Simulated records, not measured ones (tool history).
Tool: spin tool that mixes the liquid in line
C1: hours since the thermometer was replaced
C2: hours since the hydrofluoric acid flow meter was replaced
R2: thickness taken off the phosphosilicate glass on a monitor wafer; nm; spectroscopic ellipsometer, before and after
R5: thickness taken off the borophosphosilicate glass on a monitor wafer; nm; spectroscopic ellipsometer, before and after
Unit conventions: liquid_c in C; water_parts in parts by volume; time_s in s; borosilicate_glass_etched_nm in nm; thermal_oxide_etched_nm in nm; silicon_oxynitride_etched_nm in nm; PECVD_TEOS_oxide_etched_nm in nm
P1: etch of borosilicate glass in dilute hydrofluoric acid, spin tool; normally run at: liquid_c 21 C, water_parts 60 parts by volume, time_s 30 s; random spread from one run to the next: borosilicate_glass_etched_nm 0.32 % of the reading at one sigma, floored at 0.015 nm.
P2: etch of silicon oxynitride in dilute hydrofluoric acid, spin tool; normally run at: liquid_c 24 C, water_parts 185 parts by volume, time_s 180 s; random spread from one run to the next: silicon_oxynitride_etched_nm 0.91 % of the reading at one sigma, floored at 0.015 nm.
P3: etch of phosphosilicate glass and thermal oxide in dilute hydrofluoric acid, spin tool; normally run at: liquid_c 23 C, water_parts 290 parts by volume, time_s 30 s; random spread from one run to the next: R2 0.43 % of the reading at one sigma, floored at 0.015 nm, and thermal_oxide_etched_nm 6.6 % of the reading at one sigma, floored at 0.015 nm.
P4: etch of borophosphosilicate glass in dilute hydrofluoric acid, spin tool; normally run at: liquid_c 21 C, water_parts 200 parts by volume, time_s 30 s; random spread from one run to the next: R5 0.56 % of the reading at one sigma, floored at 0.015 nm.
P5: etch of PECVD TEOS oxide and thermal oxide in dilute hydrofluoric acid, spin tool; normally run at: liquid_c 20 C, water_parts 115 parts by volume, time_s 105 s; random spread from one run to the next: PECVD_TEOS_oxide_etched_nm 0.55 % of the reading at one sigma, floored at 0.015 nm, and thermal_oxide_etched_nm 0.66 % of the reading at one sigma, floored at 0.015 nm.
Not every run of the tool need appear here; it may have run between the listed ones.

{"run": 1, "hour": 9.4, "process": "P1", "liquid_c": 21, "water_parts": 60, "time_s": 30, "C1": 877.1, "C2": 281.1, "borosilicate_glass_etched_nm": 17.2}
{"run": 2, "hour": 14.5, "process": "P3", "liquid_c": 23, "water_parts": 290, "time_s": 30, "C1": 882.2, "C2": 286.2, "R2": 15.983, "thermal_oxide_etched_nm": 0.35265}
{"run": 3, "hour": 22.6, "process": "P2", "liquid_c": 24, "water_parts": 35, "time_s": 180, "C1": 890.3, "C2": 294.3, "silicon_oxynitride_etched_nm": 17.574}
{"run": 4, "hour": 30.1, "process": "P3", "liquid_c": 23, "water_parts": 290, "time_s": 60, "C1": 897.8, "C2": 301.8, "R2": 31.825, "thermal_oxide_etched_nm": 0.82711}
{"run": 5, "hour": 38.3, "process": "P4", "liquid_c": 21, "water_parts": 200, "time_s": 30, "C1": 906, "C2": 310, "R5": 7.262}
{"run": 6, "hour": 45.8, "process": "P4", "liquid_c": 21, "water_parts": 200, "time_s": 30, "C1": 913.5, "C2": 317.5, "R5": 7.3058}
{"run": 7, "hour": 50.8, "process": "P5", "liquid_c": 20, "water_parts": 115, "time_s": 105, "C1": 918.5, "C2": 322.5, "thermal_oxide_etched_nm": 3.5914, "PECVD_TEOS_oxide_etched_nm": 15.252}
{"run": 8, "hour": 55.8, "process": "P5", "liquid_c": 20, "water_parts": 115, "time_s": 35, "C1": 923.5, "C2": 327.5, "thermal_oxide_etched_nm": 1.2069, "PECVD_TEOS_oxide_etched_nm": 5.1212}
{"run": 9, "hour": 64.6, "process": "P1", "liquid_c": 21, "water_parts": 60, "time_s": 30, "C1": 932.3, "C2": 336.3, "borosilicate_glass_etched_nm": 17.153}
{"run": 10, "hour": 74.2, "process": "P1", "liquid_c": 21, "water_parts": 60, "time_s": 30, "C1": 941.9, "C2": 345.9, "borosilicate_glass_etched_nm": 17.136}
{"hour": 77.8, "done": "thermometer replaced"}
{"run": 11, "hour": 84.2, "process": "P3", "liquid_c": 30.5, "water_parts": 290, "time_s": 30, "C1": 6.4, "C2": 355.9, "R2": 20.585, "thermal_oxide_etched_nm": 0.48501}
{"run": 12, "hour": 89.1, "process": "P1", "liquid_c": 21, "water_parts": 80, "time_s": 50, "C1": 11.3, "C2": 360.8, "borosilicate_glass_etched_nm": 21.02}
{"run": 13, "hour": 98.2, "process": "P4", "liquid_c": 21, "water_parts": 40, "time_s": 30, "C1": 20.4, "C2": 369.9, "R5": 43.633}
{"run": 14, "hour": 102.9, "process": "P1", "liquid_c": 21, "water_parts": 100, "time_s": 30, "C1": 25.1, "C2": 374.6, "borosilicate_glass_etched_nm": 9.851}
{"run": 15, "hour": 107.7, "process": "P1", "liquid_c": 25, "water_parts": 60, "time_s": 30, "C1": 29.9, "C2": 379.4, "borosilicate_glass_etched_nm": 20.238}
{"run": 16, "hour": 115.4, "process": "P4", "liquid_c": 27, "water_parts": 200, "time_s": 30, "C1": 37.6, "C2": 387.1, "R5": 9.1149}
{"run": 17, "hour": 125.7, "process": "P1", "liquid_c": 21, "water_parts": 60, "time_s": 30, "C1": 47.9, "C2": 397.4, "borosilicate_glass_etched_nm": 17.198}
{"run": 18, "hour": 131.2, "process": "P3", "liquid_c": 23, "water_parts": 290, "time_s": 30, "C1": 53.4, "C2": 402.9, "R2": 15.852, "thermal_oxide_etched_nm": 0.351}
{"run": 19, "hour": 140.1, "process": "P3", "liquid_c": 23, "water_parts": 455, "time_s": 30, "C1": 62.3, "C2": 411.8, "R2": 8.8468, "thermal_oxide_etched_nm": 0.22305}
{"run": 20, "hour": 147.9, "process": "P1", "liquid_c": 21, "water_parts": 20, "time_s": 30, "C1": 70.1, "C2": 419.6, "borosilicate_glass_etched_nm": 54.081}
{"run": 21, "hour": 158.3, "process": "P1", "liquid_c": 21, "water_parts": 60, "time_s": 55, "C1": 80.5, "C2": 430, "borosilicate_glass_etched_nm": 31.624}
{"run": 22, "hour": 166.8, "process": "P5", "liquid_c": 25.5, "water_parts": 115, "time_s": 105, "C1": 89, "C2": 438.5, "thermal_oxide_etched_nm": 4.4207, "PECVD_TEOS_oxide_etched_nm": 19.128}
{"run": 23, "hour": 173.8, "process": "P5", "liquid_c": 20, "water_parts": 30, "time_s": 105, "C1": 96, "C2": 445.5, "thermal_oxide_etched_nm": 15.232, "PECVD_TEOS_oxide_etched_nm": 64.886}
{"run": 24, "hour": 180.7, "process": "P1", "liquid_c": 21, "water_parts": 60, "time_s": 15, "C1": 102.9, "C2": 452.4, "borosilicate_glass_etched_nm": 8.5461}
{"run": 25, "hour": 190.7, "process": "P1", "liquid_c": 17, "water_parts": 60, "time_s": 30, "C1": 112.9, "C2": 462.4, "borosilicate_glass_etched_nm": 14.409}
{"run": 26, "hour": 197.3, "process": "P4", "liquid_c": 21, "water_parts": 200, "time_s": 60, "C1": 119.5, "C2": 469, "R5": 14.585}
{"run": 27, "hour": 203.8, "process": "P1", "liquid_c": 17, "water_parts": 60, "time_s": 55, "C1": 126, "C2": 475.5, "borosilicate_glass_etched_nm": 26.518}
{"run": 28, "hour": 209.6, "process": "P1", "liquid_c": 26, "water_parts": 85, "time_s": 30, "C1": 131.8, "C2": 481.3, "borosilicate_glass_etched_nm": 14.291}
{"run": 29, "hour": 217.9, "process": "P2", "liquid_c": 24, "water_parts": 185, "time_s": 340, "C1": 140.1, "C2": 489.6, "silicon_oxynitride_etched_nm": 5.5656}
{"run": 30, "hour": 223.8, "process": "P2", "liquid_c": 24, "water_parts": 185, "time_s": 180, "C1": 146, "C2": 495.5, "silicon_oxynitride_etched_nm": 2.9893}
{"run": 31, "hour": 231.8, "process": "P2", "liquid_c": 31.5, "water_parts": 185, "time_s": 180, "C1": 154, "C2": 503.5, "silicon_oxynitride_etched_nm": 4.096}
{"run": 32, "hour": 241.3, "process": "P1", "liquid_c": 21, "water_parts": 60, "time_s": 30, "C1": 163.5, "C2": 513, "borosilicate_glass_etched_nm": 17.187}
{"run": 33, "hour": 251.4, "process": "P1", "liquid_c": 21, "water_parts": 60, "time_s": 30, "C1": 173.6, "C2": 523.1, "borosilicate_glass_etched_nm": 17.849}
{"run": 34, "hour": 256.2, "process": "P1", "liquid_c": 21, "water_parts": 60, "time_s": 30, "C1": 178.4, "C2": 527.9, "borosilicate_glass_etched_nm": 18.241}
{"run": 35, "hour": 262.3, "process": "P1", "liquid_c": 21, "water_parts": 60, "time_s": 30, "C1": 184.5, "C2": 534, "borosilicate_glass_etched_nm": 18.289}
{"run": 36, "hour": 270.4, "process": "P1", "liquid_c": 21, "water_parts": 60, "time_s": 30, "C1": 192.6, "C2": 542.1, "borosilicate_glass_etched_nm": 18.467}
{"run": 37, "hour": 277.2, "process": "P1", "liquid_c": 21, "water_parts": 60, "time_s": 30, "C1": 199.4, "C2": 548.9, "borosilicate_glass_etched_nm": 18.529}
{"run": 38, "hour": 286.7, "process": "P1", "liquid_c": 21, "water_parts": 60, "time_s": 30, "C1": 208.9, "C2": 558.4, "borosilicate_glass_etched_nm": 18.603}
{"run": 39, "hour": 295.8, "process": "P1", "liquid_c": 21, "water_parts": 60, "time_s": 30, "C1": 218, "C2": 567.5, "borosilicate_glass_etched_nm": 18.616}
{"run": 40, "hour": 300.4, "process": "P1", "liquid_c": 21, "water_parts": 60, "time_s": 30, "C1": 222.6, "C2": 572.1, "borosilicate_glass_etched_nm": 18.638}

What P1 gives has crept away from where it was. These 2 causes fit the log equally well, each at the size given:
A: liquid hotter than its thermometer reads (K) = 1.95
B: hydrofluoric acid flow above the setpoint (%) = 7.83
Creep in the process output first set in at about hour 241.3.

The check runs listed below each take one wafer, and their results are still question marks. Under which run would the listed causes lead to clearly different results?
{"run": "check 1", "hour": 305.0, "process": "P4", "liquid_c": 26.5, "water_parts": 90, "time_s": 30, "R5": "?"}
{"run": "check 2", "hour": 305.0, "process": "P5", "liquid_c": 20, "water_parts": 40, "time_s": 60, "thermal_oxide_etched_nm": "?", "PECVD_TEOS_oxide_etched_nm": "?"}
{"run": "check 3", "hour": 305.0, "process": "P2", "liquid_c": 24, "water_parts": 120, "time_s": 335, "silicon_oxynitride_etched_nm": "?"}
{"run": "check 4", "hour": 305.0, "process": "P3", "liquid_c": 23, "water_parts": 450, "time_s": 60, "R2": "?", "thermal_oxide_etched_nm": "?"}

Check results expected under each cause:
check=check_1 result=R5 if_A=24.495 if_B=24.708
check=check_2 result=thermal_oxide_etched_nm if_A=6.9836 if_B=6.9555
check=check_2 result=PECVD_TEOS_oxide_etched_nm if_A=29.711 if_B=29.592
check=check_3 result=silicon_oxynitride_etched_nm if_A=9.6866 if_B=9.6121
check=check_4 result=R2 if_A=18.98 if_B=19.773
check=check_4 result=thermal_oxide_etched_nm if_A=0.44784 if_B=0.46655
Per-check spread between the two closest causes, in the result where they differ most: check 1 0.87 %; check 2 0.4 %; check 3 0.77 %; check 4 4.09 %
Only in check 4 would the causes give clearly different results; in the remaining checks their results would be nearly the same.

Check 4 was carried out, with these results: R2 18.865 nm; thermal_oxide_etched_nm 0.41017 nm. Which of the listed causes is responsible?

It is A: liquid hotter than its thermometer reads (K).
